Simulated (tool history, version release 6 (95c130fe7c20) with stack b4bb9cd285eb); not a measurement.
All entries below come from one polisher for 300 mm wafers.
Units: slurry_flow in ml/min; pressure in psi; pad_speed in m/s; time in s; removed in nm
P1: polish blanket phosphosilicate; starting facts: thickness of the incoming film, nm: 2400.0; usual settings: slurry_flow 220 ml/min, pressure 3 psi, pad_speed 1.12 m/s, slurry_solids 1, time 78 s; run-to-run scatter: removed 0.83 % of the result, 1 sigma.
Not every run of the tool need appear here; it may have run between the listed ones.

run    day  slurry_flow  pressure  pad_speed  slurry_solids  time  wafers polished on this pad  hours since the slurry nozzle was cleaned  hours since the head pressure was calibrated  hours since the slurry blender was calibrated  hours since the conditioning disc was replaced  removed
  1  0.212          220         3       1.12              1    78                          544                                      245.8                                         114.4                                          326.7                                           142.9   830.78
  2  0.433          220         3       1.12              1   109                          576                                      251.1                                         119.7                                            332                                           148.2   1164.5
  3  0.646          220       3.8       1.12              1    78                          607                                      256.2                                         124.8                                          337.1                                           153.3   1050.6
  4  0.754          135         3       1.12              1    78                          622                                      258.8                                         127.4                                          339.7                                           155.9   792.56
  5  0.942          220         3       0.68              1    78                          649                                      263.3                                         131.9                                          344.2                                           160.4   567.71
  6  1.179          220       2.2       0.84              1    78                          684                                        269                                         137.6                                          349.9                                           166.1   487.43
  7    1.4          220       1.6       1.12              1    78                          715                                      274.3                                         142.9                                          355.2                                           171.4   447.23
  8  1.554          220         3       1.12              1    78                          738                                        278                                         146.6                                          358.9                                           175.1   842.93
     1.671  -- head pressure recalibrated
  9  1.762          315         3       1.12              1    78                          768                                        283                                           2.2                                          363.9                                           180.1   864.17
 10  1.904          220         3       1.12              1    78                          788                                      286.4                                           5.6                                          367.3                                           183.5   840.03
 11  2.138          220         3       1.12           0.65    78                          822                                        292                                          11.2                                          372.9                                           189.1   667.52
 12  2.283          220         3       1.12              1    78                          843                                      295.5                                          14.7                                          376.4                                           192.6   835.94
 13  2.392          220         3       1.12              1    78                          858                                      298.1                                          17.3                                            379                                           195.2   831.06
 14  2.562          220         3       1.12              1    78                          883                                      302.2                                          21.4                                          383.1                                           199.3   829.28
 15  2.783          220         3       1.12              1    52                          915                                      307.5                                          26.7                                          388.4                                           204.6   563.58
 16  2.996          220         3       1.58              1    78                          945                                      312.6                                          31.8                                          393.5                                           209.7   1108.8
 17  3.162          335         3        1.4              1    78                          969                                      316.6                                          35.8                                          397.5                                           213.7   1042.5
 18    3.4          220         3       1.12            1.5    78                         1003                                      322.3                                          41.5                                          403.2                                           219.4   992.76
 19  3.517          220         3       1.48              1   101                         1020                                      325.1                                          44.3                                            406                                           222.2   1348.2
 20   3.65          220         3       1.12              1    78                         1039                                      328.3                                          47.5                                          409.2                                           225.4   840.64
 21  3.838          220         3       1.12              1    78                         1066                                      332.8                                            52                                          413.7                                           229.9   799.88

Predict the results of run 22:
 22  4.079          220         3       1.12              1    78                         1101                                      338.6                                          57.8                                          419.5                                           235.7        ?

Run 22 produced removed 775.93 nm.
